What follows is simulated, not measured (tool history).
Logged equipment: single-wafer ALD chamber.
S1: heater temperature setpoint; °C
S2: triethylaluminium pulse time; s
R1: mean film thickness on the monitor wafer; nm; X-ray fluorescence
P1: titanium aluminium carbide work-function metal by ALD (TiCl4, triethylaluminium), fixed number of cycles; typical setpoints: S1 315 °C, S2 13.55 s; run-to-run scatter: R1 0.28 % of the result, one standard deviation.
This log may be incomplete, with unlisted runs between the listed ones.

| run | hour | S1 | S2 | R1 |
|---|---|---|---|---|
| 1 | 6.7 | 315 | 13.55 | 2.2346 |
| 2 | 18.1 | 315 | 13.55 | 2.227 |
| 3 | 27.6 | 315 | 13.55 | 2.2264 |
| 4 | 37.6 | 333 | 19.56 | 2.4209 |
| 5 | 48.4 | 315 | 9.12 | 2.1493 |
| 6 | 57.9 | 315 | 19.22 | 2.2399 |
| 7 | 68 | 332 | 13.55 | 2.3871 |
| 8 | 75.5 | 331 | 21.3 | 2.3941 |
| 9 | 81.2 | 291 | 13.55 | 2.0185 |
| 10 | 91.2 | 315 | 13.55 | 2.2311 |
| 11 | 101.9 | 331 | 18.4 | 2.3901 |
| 12 | 112.3 | 315 | 13.55 | 2.2374 |
| 13 | 121.3 | 315 | 13.55 | 2.2146 |
| 14 | 127.7 | 315 | 13.55 | 2.2101 |
| 15 | 134.6 | 315 | 13.55 | 2.2079 |
| 16 | 141.2 | 315 | 13.55 | 2.1972 |
| 17 | 150.7 | 315 | 13.55 | 2.1916 |
| 18 | 159.3 | 315 | 13.55 | 2.1847 |
| 19 | 168 | 315 | 13.55 | 2.1869 |
| 20 | 174.2 | 315 | 13.55 | 2.1928 |
| 21 | 182.8 | 315 | 13.55 | 2.1865 |
| 22 | 194 | 315 | 13.55 | 2.1768 |
| 23 | 202.9 | 315 | 13.55 | 2.1857 |

Something has made what P1 gives creep away from where it was; the 2 causes below, each at its own stated size, fit the log equally well:
A: triethylaluminium dose below that of a fresh bottle (%) = 24.1
B: wafer temperature below the value expected at the setpoint (K) = 4.78
The onset of the drift is placed at about hour 112.3.

Consider the 4 single-wafer check runs listed below, results given as question marks: which one distinguishes between the causes by giving clearly different results for each?
| check 1 | 211.8 | 296 | 13.55 | ? |
| check 2 | 211.8 | 297 | 13.55 | ? |
| check 3 | 211.8 | 315 | 10.18 | ? |
| check 4 | 211.8 | 332 | 13.55 | ? |

Predicted outcomes, by check and by cause:
| check | result | if A | if B |
|---|---|---|---|
| check 1 | R1 | 2.0154 | 2.0126 |
| check 2 | R1 | 2.0243 | 2.0217 |
| check 3 | R1 | 2.0936 | 2.1401 |
| check 4 | R1 | 2.3397 | 2.3422 |
Minimum pairwise separation of causes per check, each pair taken at its best-separating result: check 1 0.14 %; check 2 0.13 %; check 3 2.2 %; check 4 0.11 %
The other checks would show nearly matching results whichever cause is true, so check 3 is the only one that separates the causes.

Here is what check 3 returned: R1 2.1332 nm. Which cause is it?

The correct cause is B, namely: wafer temperature below the value expected at the setpoint (K).
